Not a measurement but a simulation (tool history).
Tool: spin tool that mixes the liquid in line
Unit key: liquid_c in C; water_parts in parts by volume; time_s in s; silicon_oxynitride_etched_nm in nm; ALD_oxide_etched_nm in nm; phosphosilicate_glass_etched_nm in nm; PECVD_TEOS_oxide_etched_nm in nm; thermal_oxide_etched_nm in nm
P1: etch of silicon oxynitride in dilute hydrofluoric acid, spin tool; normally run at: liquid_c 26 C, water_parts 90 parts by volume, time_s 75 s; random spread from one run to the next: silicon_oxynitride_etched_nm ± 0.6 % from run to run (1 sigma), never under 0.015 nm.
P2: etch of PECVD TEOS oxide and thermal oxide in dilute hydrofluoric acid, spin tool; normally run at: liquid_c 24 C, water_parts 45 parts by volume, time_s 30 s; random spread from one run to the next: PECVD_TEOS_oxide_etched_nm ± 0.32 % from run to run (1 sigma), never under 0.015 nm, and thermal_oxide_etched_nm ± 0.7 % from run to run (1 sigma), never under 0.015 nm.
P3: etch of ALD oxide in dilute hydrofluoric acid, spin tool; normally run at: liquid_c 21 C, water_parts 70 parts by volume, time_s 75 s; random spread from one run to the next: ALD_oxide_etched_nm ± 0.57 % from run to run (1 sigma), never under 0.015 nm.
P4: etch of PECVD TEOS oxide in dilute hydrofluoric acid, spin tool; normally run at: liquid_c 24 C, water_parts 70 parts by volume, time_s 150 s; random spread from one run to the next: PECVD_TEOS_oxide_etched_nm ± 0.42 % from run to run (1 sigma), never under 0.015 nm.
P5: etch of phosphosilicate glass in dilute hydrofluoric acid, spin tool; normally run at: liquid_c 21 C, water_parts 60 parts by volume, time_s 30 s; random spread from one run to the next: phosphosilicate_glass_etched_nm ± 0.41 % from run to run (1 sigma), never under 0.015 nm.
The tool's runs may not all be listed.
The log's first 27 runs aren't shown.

run,day,process,liquid_c,water_parts,time_s,hours since the thermometer was replaced,hours since the hydrofluoric acid flow meter was replaced,silicon_oxynitride_etched_nm,ALD_oxide_etched_nm,phosphosilicate_glass_etched_nm,PECVD_TEOS_oxide_etched_nm,thermal_oxide_etched_nm
28,8.921,P5,21,60,30,768.7,962.8,,,62.087,,
29,9.325,P1,18,20,75,778.4,972.5,13.699,,,,
30,9.742,P1,26,90,75,788.4,982.5,4.2968,,,,
31,10.038,P2,24,45,30,795.5,989.6,,,,9.0568,3.4704
32,10.483,P3,25.5,70,75,806.2,1000.3,,15.896,,,
33,10.767,P1,26,90,75,813,1007.1,4.3163,,,,
34,11.029,P1,26,90,75,819.3,1013.4,4.4721,,,,
35,11.383,P1,26,90,75,827.8,1021.9,4.6136,,,,
36,11.721,P1,26,90,75,835.9,1030,4.741,,,,

What does the tool deliver on the next run?
37,12.038,P1,26,90,75,843.5,1037.6,?,,,,

Run 37 measured silicon_oxynitride_etched_nm 4.7103 nm.

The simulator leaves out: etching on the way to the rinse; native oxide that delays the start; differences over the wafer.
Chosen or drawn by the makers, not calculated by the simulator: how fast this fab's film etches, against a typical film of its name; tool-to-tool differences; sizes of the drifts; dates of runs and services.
